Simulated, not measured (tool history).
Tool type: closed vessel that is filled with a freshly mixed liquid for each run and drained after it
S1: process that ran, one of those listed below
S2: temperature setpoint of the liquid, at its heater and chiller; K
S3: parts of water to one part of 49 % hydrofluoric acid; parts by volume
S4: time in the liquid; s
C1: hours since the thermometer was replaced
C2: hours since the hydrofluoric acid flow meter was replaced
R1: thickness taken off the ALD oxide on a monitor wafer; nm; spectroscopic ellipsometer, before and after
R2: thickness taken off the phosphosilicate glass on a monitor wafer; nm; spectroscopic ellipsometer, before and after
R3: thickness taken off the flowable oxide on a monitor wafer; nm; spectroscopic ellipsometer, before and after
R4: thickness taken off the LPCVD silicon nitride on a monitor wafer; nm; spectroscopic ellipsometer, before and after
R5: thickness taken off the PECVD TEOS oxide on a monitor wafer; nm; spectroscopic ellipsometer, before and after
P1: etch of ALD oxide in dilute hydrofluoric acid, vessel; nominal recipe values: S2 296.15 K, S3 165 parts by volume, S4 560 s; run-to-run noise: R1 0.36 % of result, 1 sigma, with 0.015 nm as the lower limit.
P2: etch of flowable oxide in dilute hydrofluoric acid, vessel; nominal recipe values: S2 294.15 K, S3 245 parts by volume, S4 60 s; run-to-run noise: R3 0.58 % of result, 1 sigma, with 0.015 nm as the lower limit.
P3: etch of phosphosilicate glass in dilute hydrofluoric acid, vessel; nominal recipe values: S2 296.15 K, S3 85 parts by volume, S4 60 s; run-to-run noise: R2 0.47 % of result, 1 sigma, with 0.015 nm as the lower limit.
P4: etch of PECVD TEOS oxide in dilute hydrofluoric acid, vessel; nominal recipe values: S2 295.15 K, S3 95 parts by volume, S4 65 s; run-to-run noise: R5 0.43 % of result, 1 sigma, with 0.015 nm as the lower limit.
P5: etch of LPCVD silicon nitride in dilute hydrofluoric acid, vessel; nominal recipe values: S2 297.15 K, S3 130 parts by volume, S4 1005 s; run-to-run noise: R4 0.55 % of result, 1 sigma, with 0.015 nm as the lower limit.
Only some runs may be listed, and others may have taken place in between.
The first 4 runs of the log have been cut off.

run    day  S1      S2   S3    S4     C1     C2      R1       R2       R3       R4       R5
  5  1.796  P1  296.15   80   560  757.2  376.0  86.455
  6  2.296  P2  299.65  245    60  769.2  388.0                   10.2640
  7  2.650  P1  296.15  165   560  777.7  396.5  38.046
  8  2.992  P5  297.15  130  1005  785.9  404.7                            4.23310
  9  3.229  P1  296.15  165   930  791.6  410.4  63.358
 10  3.633  P4  295.15   95   120  801.3  420.1                                     12.0680
 11  4.108  P1  296.15  225  1030  812.7  431.5  48.583
 12  4.417  P1  296.15  165   560  820.1  438.9  38.116
 13  4.883  P2  294.15   60    60  831.3  450.1                   41.7650
 14  5.200  P5  297.15  130  1005  838.9  457.7                            4.32000
 15  5.483  P4  295.15   95    65  845.7  464.5                                      6.5774
 16  5.892  P3  296.15   85    30  855.5  474.3           67.931
 17  6.308  P5  297.15  130   125  865.5  484.3                            0.55084
 18  6.650  P5  305.65  130  1005  873.7  492.5                            7.35110
 19  7.092  P3  302.65   85    60  884.3  503.1          174.900
 20  7.608  P1  296.15  165   560  896.7  515.5  38.004
 21  7.946  P1  300.65  165   560  904.8  523.6  45.128
 22  8.350  P1  291.65  165   560  914.5  533.3  31.802
 23  8.862  P5  297.15  215  1005  926.8  545.6                            2.58790
 24  9.208  P4  295.15  135    65  935.1  553.9                                      4.4474

Predict the results of run 25:
 25  9.646  P1  296.15  265  560  945.6  564.4   ?

Run 25 came out at R1 21.294 nm.

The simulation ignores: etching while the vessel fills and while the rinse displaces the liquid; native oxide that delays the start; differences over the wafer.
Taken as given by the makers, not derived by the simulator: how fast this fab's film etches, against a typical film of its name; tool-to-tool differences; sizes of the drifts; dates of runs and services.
